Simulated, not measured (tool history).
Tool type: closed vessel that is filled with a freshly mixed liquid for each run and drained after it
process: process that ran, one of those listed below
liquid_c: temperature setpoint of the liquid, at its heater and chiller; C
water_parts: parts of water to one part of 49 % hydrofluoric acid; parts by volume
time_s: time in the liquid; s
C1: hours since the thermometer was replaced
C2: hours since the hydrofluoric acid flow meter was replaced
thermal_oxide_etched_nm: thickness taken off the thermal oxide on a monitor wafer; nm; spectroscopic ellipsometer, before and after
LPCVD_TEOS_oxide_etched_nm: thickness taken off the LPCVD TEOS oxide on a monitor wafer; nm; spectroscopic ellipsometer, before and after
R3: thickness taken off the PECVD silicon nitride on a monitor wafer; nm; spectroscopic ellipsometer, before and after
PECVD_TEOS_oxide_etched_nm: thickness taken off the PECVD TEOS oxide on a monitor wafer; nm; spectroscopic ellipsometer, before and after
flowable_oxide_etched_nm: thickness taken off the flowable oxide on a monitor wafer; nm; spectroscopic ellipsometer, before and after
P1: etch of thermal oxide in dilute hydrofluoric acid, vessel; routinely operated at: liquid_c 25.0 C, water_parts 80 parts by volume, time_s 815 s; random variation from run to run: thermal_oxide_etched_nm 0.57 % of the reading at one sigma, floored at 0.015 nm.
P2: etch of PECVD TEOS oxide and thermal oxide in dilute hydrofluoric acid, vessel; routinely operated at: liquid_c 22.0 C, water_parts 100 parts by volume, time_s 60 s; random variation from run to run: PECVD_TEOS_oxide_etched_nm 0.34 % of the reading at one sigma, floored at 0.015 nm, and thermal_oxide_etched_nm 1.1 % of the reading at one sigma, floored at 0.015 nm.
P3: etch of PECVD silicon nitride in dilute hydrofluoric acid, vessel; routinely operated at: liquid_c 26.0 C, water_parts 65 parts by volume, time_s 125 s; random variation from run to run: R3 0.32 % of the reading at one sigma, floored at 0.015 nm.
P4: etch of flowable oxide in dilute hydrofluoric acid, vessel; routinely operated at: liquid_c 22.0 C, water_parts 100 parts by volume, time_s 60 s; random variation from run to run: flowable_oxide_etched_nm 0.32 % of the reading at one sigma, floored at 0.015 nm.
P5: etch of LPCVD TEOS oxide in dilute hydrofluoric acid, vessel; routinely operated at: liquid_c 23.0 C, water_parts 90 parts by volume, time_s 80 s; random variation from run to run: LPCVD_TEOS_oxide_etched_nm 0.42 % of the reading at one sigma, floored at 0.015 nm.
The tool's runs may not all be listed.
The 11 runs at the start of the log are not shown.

{"run": 12, "hour": 94.3, "process": "P5", "liquid_c": 23.0, "water_parts": 40, "time_s": 80, "C1": 1108.1, "C2": 59.8, "LPCVD_TEOS_oxide_etched_nm": 61.123}
{"run": 13, "hour": 104.9, "process": "P1", "liquid_c": 19.0, "water_parts": 80, "time_s": 815, "C1": 1118.7, "C2": 70.4, "thermal_oxide_etched_nm": 40.043}
{"run": 14, "hour": 114.0, "process": "P3", "liquid_c": 26.0, "water_parts": 65, "time_s": 125, "C1": 1127.8, "C2": 79.5, "R3": 10.449}
{"run": 15, "hour": 119.9, "process": "P5", "liquid_c": 18.0, "water_parts": 90, "time_s": 80, "C1": 1133.7, "C2": 85.4, "LPCVD_TEOS_oxide_etched_nm": 20.659}
{"run": 16, "hour": 129.1, "process": "P2", "liquid_c": 22.0, "water_parts": 140, "time_s": 60, "C1": 1142.9, "C2": 94.6, "thermal_oxide_etched_nm": 1.7325, "PECVD_TEOS_oxide_etched_nm": 5.863}
{"run": 17, "hour": 134.7, "process": "P1", "liquid_c": 25.0, "water_parts": 80, "time_s": 815, "C1": 1148.5, "C2": 100.2, "thermal_oxide_etched_nm": 51.226}
{"run": 18, "hour": 141.1, "process": "P2", "liquid_c": 17.0, "water_parts": 100, "time_s": 60, "C1": 1154.9, "C2": 106.6, "thermal_oxide_etched_nm": 2.1181, "PECVD_TEOS_oxide_etched_nm": 6.95}
{"run": 19, "hour": 152.3, "process": "P3", "liquid_c": 26.0, "water_parts": 65, "time_s": 125, "C1": 1166.1, "C2": 117.8, "R3": 10.448}
{"run": 20, "hour": 161.9, "process": "P4", "liquid_c": 22.0, "water_parts": 100, "time_s": 60, "C1": 1175.7, "C2": 127.4, "flowable_oxide_etched_nm": 39.081}
{"run": 21, "hour": 167.0, "process": "P2", "liquid_c": 22.0, "water_parts": 100, "time_s": 60, "C1": 1180.8, "C2": 132.5, "thermal_oxide_etched_nm": 2.5247, "PECVD_TEOS_oxide_etched_nm": 8.5906}
{"run": 22, "hour": 176.9, "process": "P1", "liquid_c": 25.0, "water_parts": 80, "time_s": 815, "C1": 1190.7, "C2": 142.4, "thermal_oxide_etched_nm": 50.818}

What does the tool deliver on the next run?
{"run": 23, "hour": 184.7, "process": "P4", "liquid_c": 22.0, "water_parts": 65, "time_s": 60, "C1": 1198.5, "C2": 150.2, "flowable_oxide_etched_nm": "?"}

{"run 23": {"flowable_oxide_etched_nm": 62.478}}
